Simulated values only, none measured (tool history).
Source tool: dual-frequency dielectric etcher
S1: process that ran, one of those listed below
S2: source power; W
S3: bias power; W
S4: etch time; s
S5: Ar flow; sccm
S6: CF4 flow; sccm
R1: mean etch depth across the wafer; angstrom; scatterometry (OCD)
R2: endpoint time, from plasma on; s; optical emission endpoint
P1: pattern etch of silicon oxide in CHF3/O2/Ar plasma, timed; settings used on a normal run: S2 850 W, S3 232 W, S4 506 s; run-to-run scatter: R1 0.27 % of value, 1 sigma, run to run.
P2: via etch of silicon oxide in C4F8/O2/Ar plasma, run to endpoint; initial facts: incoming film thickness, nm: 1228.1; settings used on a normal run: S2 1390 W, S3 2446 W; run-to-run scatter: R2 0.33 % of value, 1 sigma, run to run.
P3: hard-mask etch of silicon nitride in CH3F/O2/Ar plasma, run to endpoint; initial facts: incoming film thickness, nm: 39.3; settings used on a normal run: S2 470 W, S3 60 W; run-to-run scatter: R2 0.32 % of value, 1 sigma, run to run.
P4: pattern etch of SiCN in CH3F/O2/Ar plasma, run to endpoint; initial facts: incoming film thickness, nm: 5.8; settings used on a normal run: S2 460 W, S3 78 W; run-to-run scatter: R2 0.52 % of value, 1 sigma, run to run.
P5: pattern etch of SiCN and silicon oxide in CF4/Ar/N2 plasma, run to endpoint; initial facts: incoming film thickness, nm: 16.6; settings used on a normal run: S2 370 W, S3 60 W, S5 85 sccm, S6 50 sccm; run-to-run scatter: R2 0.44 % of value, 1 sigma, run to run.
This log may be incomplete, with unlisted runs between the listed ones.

| run | day | S1 | S2 | S3 | S4 | S5 | S6 | R1 | R2 |
|---|---|---|---|---|---|---|---|---|---|
| 1 | 0.6 | P1 | 850 | 232 | 506 |  |  | 11370 |  |
| 2 | 1 | P2 | 1390 | 3343 |  |  |  |  | 244.12 |
| 3 | 1.65 | P1 | 850 | 293 | 506 |  |  | 12345 |  |
| 4 | 2.138 | P2 | 1390 | 2446 |  |  |  |  | 268.83 |
| 5 | 2.546 | P5 | 370 | 84 |  | 85 | 50 |  | 21.815 |
| 6 | 3.079 | P1 | 850 | 232 | 506 |  |  | 11438 |  |
| 7 | 3.608 | P5 | 370 | 60 |  | 58 | 50 |  | 22.913 |
| 8 | 4.283 | P3 | 470 | 60 |  |  |  |  | 56.239 |
| 9 | 4.992 | P5 | 370 | 60 |  | 85 | 50 |  | 24.342 |
| 10 | 5.383 | P1 | 850 | 232 | 506 |  |  | 11411 |  |
| 11 | 6.042 | P1 | 1140 | 232 | 506 |  |  | 12652 |  |
| 12 | 6.529 | P1 | 540 | 232 | 506 |  |  | 9606.5 |  |
| 13 | 7.004 | P4 | 460 | 105 |  |  |  |  | 12.736 |
| 14 | 7.4 | P2 | 1760 | 2446 |  |  |  |  | 245.88 |
| 15 | 7.717 | P1 | 850 | 232 | 506 |  |  | 11404 |  |
| 16 | 8.238 | P1 | 850 | 184 | 506 |  |  | 10525 |  |
| 17 | 8.917 | P1 | 850 | 232 | 350 |  |  | 7881.5 |  |
| 18 | 9.262 | P1 | 850 | 275 | 668 |  |  | 15980 |  |
| 19 | 9.975 | P3 | 470 | 72 |  |  |  |  | 53.249 |
| 20 | 10.358 | P1 | 850 | 232 | 506 |  |  | 11429 |  |
| 21 | 10.95 | P3 | 310 | 60 |  |  |  |  | 66.07 |
| 22 | 11.45 | P1 | 850 | 232 | 506 |  |  | 11404 |  |

What does the tool deliver on the next run?
| 23 | 12.142 | P4 | 460 | 78 |  |  |  |  | ? |

R2: 14.211 s
